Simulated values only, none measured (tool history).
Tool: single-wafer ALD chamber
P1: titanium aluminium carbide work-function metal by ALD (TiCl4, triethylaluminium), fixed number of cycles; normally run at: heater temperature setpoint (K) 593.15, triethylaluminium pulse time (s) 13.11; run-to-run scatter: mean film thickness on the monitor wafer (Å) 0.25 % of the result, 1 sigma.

run	hour	heater temperature setpoint (K)	triethylaluminium pulse time (s)	hours since the last thermocouple change	hours since the last triethylaluminium bottle change	mean film thickness on the monitor wafer (Å)
1	11.9	593.15	13.11	688.2	616	21.882
# hour 15.5: thermocouple changed; heater temperature recalibrated
2	21.5	593.15	13.11	6.1	625.6	21.866
# hour 28.2: triethylaluminium bottle replaced
3	29.9	593.15	13.11	14.5	1.7	21.962
4	38.8	614.15	13.11	23.4	10.6	23.838
5	45.7	571.15	19.35	30.3	17.5	20.261
6	51	593.15	6.15	35.6	22.8	19.571
7	58	593.15	13.11	42.6	29.8	21.944
8	67.5	593.15	21.77	52.1	39.3	22.189
9	75.3	593.15	13.11	59.9	47.1	21.967
10	82.7	611.15	7.35	67.3	54.5	21.903

Forecast run 11:
11	93.4	570.15	13.11	78	65.2	?

mean film thickness on the monitor wafer (Å): 19.887

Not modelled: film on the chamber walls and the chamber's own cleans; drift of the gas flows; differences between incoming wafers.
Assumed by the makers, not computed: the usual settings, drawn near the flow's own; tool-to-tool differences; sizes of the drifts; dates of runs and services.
